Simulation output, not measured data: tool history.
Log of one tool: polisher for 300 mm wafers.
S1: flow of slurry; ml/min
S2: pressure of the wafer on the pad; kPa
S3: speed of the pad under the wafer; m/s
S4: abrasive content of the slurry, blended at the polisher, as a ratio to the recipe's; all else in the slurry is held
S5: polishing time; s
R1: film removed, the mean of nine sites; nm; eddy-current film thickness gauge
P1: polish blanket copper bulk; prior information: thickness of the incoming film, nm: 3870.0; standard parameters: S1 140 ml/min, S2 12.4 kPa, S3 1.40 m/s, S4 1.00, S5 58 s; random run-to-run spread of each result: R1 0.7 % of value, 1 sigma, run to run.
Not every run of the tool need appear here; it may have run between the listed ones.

Run 1, hour 5.1: S1 140 ml/min, S2 12.4 kPa, S3 1.40 m/s, S4 1.00, S5 58 s. Result: R1 411.24 nm.
Run 2, hour 10.3: S1 140 ml/min, S2 12.4 kPa, S3 1.98 m/s, S4 1.00, S5 42 s. Result: R1 422.89 nm.
Run 3, hour 16.0: S1 140 ml/min, S2 12.4 kPa, S3 1.96 m/s, S4 1.00, S5 58 s. Result: R1 581.87 nm.
Run 4, hour 22.2: S1 215 ml/min, S2 12.4 kPa, S3 1.40 m/s, S4 1.00, S5 58 s. Result: R1 442.12 nm.
Run 5, hour 26.3: S1 140 ml/min, S2 12.4 kPa, S3 1.06 m/s, S4 1.00, S5 58 s. Result: R1 315.53 nm.
Run 6, hour 32.0: S1 140 ml/min, S2 9.0 kPa, S3 1.40 m/s, S4 1.00, S5 58 s. Result: R1 296.93 nm.
Run 7, hour 35.7: S1 140 ml/min, S2 12.4 kPa, S3 1.40 m/s, S4 1.00, S5 29 s. Result: R1 203.96 nm.
Run 8, hour 43.0: S1 140 ml/min, S2 12.4 kPa, S3 1.40 m/s, S4 1.00, S5 84 s. Result: R1 604.92 nm.
Run 9, hour 47.7: S1 85 ml/min, S2 12.4 kPa, S3 1.40 m/s, S4 1.00, S5 58 s. Result: R1 371.17 nm.
Run 10, hour 51.8: S1 140 ml/min, S2 12.4 kPa, S3 1.40 m/s, S4 1.00, S5 58 s. Result: R1 415.69 nm.
Run 11, hour 58.0: S1 140 ml/min, S2 12.4 kPa, S3 1.40 m/s, S4 1.20, S5 58 s. Result: R1 432.01 nm.
Run 12, hour 62.8: S1 140 ml/min, S2 12.4 kPa, S3 1.40 m/s, S4 1.00, S5 58 s. Result: R1 412.90 nm.
Run 13, hour 68.7: S1 140 ml/min, S2 18.6 kPa, S3 1.40 m/s, S4 1.00, S5 58 s. Result: R1 612.19 nm.
Run 14, hour 73.1: S1 140 ml/min, S2 12.4 kPa, S3 1.40 m/s, S4 1.00, S5 58 s. Result: R1 412.69 nm.
Run 15, hour 81.5: S1 140 ml/min, S2 12.4 kPa, S3 1.40 m/s, S4 0.65, S5 58 s. Result: R1 377.85 nm.
Run 16, hour 89.3: S1 140 ml/min, S2 12.4 kPa, S3 1.40 m/s, S4 1.00, S5 58 s. Result: R1 415.92 nm.
Run 17, hour 97.0: S1 140 ml/min, S2 12.4 kPa, S3 1.40 m/s, S4 1.00, S5 58 s. Result: R1 407.43 nm.
Run 18, hour 102.9: S1 140 ml/min, S2 12.4 kPa, S3 1.40 m/s, S4 1.00, S5 58 s. Result: R1 397.26 nm.
Run 19, hour 107.8: S1 140 ml/min, S2 12.4 kPa, S3 1.40 m/s, S4 1.00, S5 58 s. Result: R1 391.74 nm.
Run 20, hour 113.2: S1 140 ml/min, S2 12.4 kPa, S3 1.40 m/s, S4 1.00, S5 58 s. Result: R1 382.21 nm.
Run 21, hour 121.1: S1 140 ml/min, S2 12.4 kPa, S3 1.40 m/s, S4 1.00, S5 58 s. Result: R1 373.96 nm.
At hour 124.1: slurry blender recalibrated.
Run 22, hour 128.2: S1 140 ml/min, S2 12.4 kPa, S3 1.40 m/s, S4 1.00, S5 58 s. Result: R1 374.73 nm.
Run 23, hour 135.4: S1 140 ml/min, S2 12.4 kPa, S3 1.40 m/s, S4 1.00, S5 58 s. Result: R1 376.88 nm.
At hour 137.8: head pressure recalibrated.
Run 24, hour 143.4: S1 140 ml/min, S2 12.4 kPa, S3 1.40 m/s, S4 1.00, S5 58 s. Result: R1 375.04 nm.
Run 25, hour 148.9: S1 140 ml/min, S2 12.4 kPa, S3 1.40 m/s, S4 1.00, S5 58 s. Result: R1 370.98 nm.
Run 26, hour 154.1: S1 140 ml/min, S2 12.4 kPa, S3 1.40 m/s, S4 1.00, S5 58 s. Result: R1 373.50 nm.

Compared with where it was, what P1 gives has crept away. Each cause listed below fits the log as well as the rest, at the size given for it:
A: removal rate lost through wear of the pad, % = 10.5
B: slurry flow missing at the pad, % = 38.2
At approximately hour 89.3, the process output began to creep.
The rest of the possible causes, and what rules out each one:
head's pressure below its setpoint, %: was serviced at hour 137.8, once the creep was under way, yet the earlier output never came back
abrasive missing from the slurry, %: was serviced at hour 124.1, once the creep was under way, yet the earlier output never came back

4 check runs are offered, each on 5 wafers whose results are averaged, their results left as question marks. Which one tells the causes apart?
Run check 1, hour 159.3: S1 190 ml/min, S2 12.4 kPa, S3 1.40 m/s, S4 0.70, S5 58 s. Result: R1 ?.
Run check 2, hour 159.3: S1 140 ml/min, S2 16.5 kPa, S3 1.40 m/s, S4 0.75, S5 58 s. Result: R1 ?.
Run check 3, hour 159.3: S1 140 ml/min, S2 12.4 kPa, S3 1.40 m/s, S4 1.00, S5 44 s. Result: R1 ?.
Run check 4, hour 159.3: S1 140 ml/min, S2 17.9 kPa, S3 1.40 m/s, S4 1.00, S5 30 s. Result: R1 ?.

What every check run would give for each of its results, assuming each possible cause in turn:
  check  result    if A    if B
check 1      R1  362.06  371.92
check 2      R1  466.26  466.28
check 3      R1  281.85  281.87
check 4      R1  277.58  277.60
Distance between the nearest two causes, measured in the result of the check that separates them most: check 1 2.69 %; check 2 0 %; check 3 0 %; check 4 0 %
Only in check 1 would the causes give clearly different results; in the remaining checks their results would be nearly the same.

Running check 1 produced the following: R1 372.68 nm. Which one of the listed causes fits?

B is the cause: slurry flow missing at the pad, %.
